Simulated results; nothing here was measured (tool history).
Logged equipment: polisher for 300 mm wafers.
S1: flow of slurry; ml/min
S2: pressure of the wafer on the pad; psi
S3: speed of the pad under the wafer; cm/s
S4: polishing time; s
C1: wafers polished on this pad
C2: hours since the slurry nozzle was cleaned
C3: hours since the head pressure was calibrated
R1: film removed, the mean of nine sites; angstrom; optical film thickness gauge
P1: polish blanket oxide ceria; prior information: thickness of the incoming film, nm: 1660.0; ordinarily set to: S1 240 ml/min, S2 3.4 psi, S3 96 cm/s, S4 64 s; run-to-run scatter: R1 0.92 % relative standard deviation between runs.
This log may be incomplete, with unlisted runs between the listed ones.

run,day,S1,S2,S3,S4,C1,C2,C3,R1
1,0.296,240,3.4,96,64,528,391.5,661.6,2951.0
2,0.575,240,5.0,96,64,602,398.2,668.3,4386.1
3,0.862,240,3.4,96,42,679,405.1,675.2,1946.2
4,1.096,240,3.4,96,87,742,410.7,680.8,3971.9
5,1.317,240,3.4,96,64,801,416.0,686.1,2951.4
6,1.554,145,3.4,46,64,864,421.7,691.8,1314.0
# day 1.638: worn pad replaced by a new one
7,1.879,240,3.4,150,64,65,429.5,699.6,4571.2
# day 2.079: slurry nozzle cleaned
8,2.117,240,3.4,44,64,128,1.0,705.3,1331.6
9,2.417,240,2.2,96,64,209,8.2,712.5,1912.8
10,2.725,365,3.4,96,64,291,15.6,719.9,3083.7
11,2.921,145,3.4,96,64,343,20.3,724.6,2702.3
12,3.096,240,3.4,96,64,390,24.5,728.8,2981.2
13,3.312,240,3.4,96,64,448,29.7,734.0,2976.4
14,3.525,240,3.4,96,64,505,34.8,739.1,2929.3
15,3.754,240,3.4,96,64,566,40.3,744.6,2969.3
16,4.079,240,3.4,96,64,653,48.1,752.4,2857.4
17,4.267,240,3.4,96,64,703,52.6,756.9,2870.3
18,4.488,240,3.4,96,64,762,57.9,762.2,2836.1
# day 4.538: worn pad replaced by a new one
19,4.783,240,3.4,96,64,66,65.0,769.3,2846.2
20,5.042,240,3.4,96,64,135,71.2,775.5,2789.9
21,5.325,240,3.4,96,64,211,78.0,782.3,2794.9
22,5.562,240,3.4,96,64,275,83.7,788.0,2807.5

The next listed run, before its measurement:
23,5.846,240,3.4,96,64,350,90.5,794.8,?

R1: 2796.8 angstrom
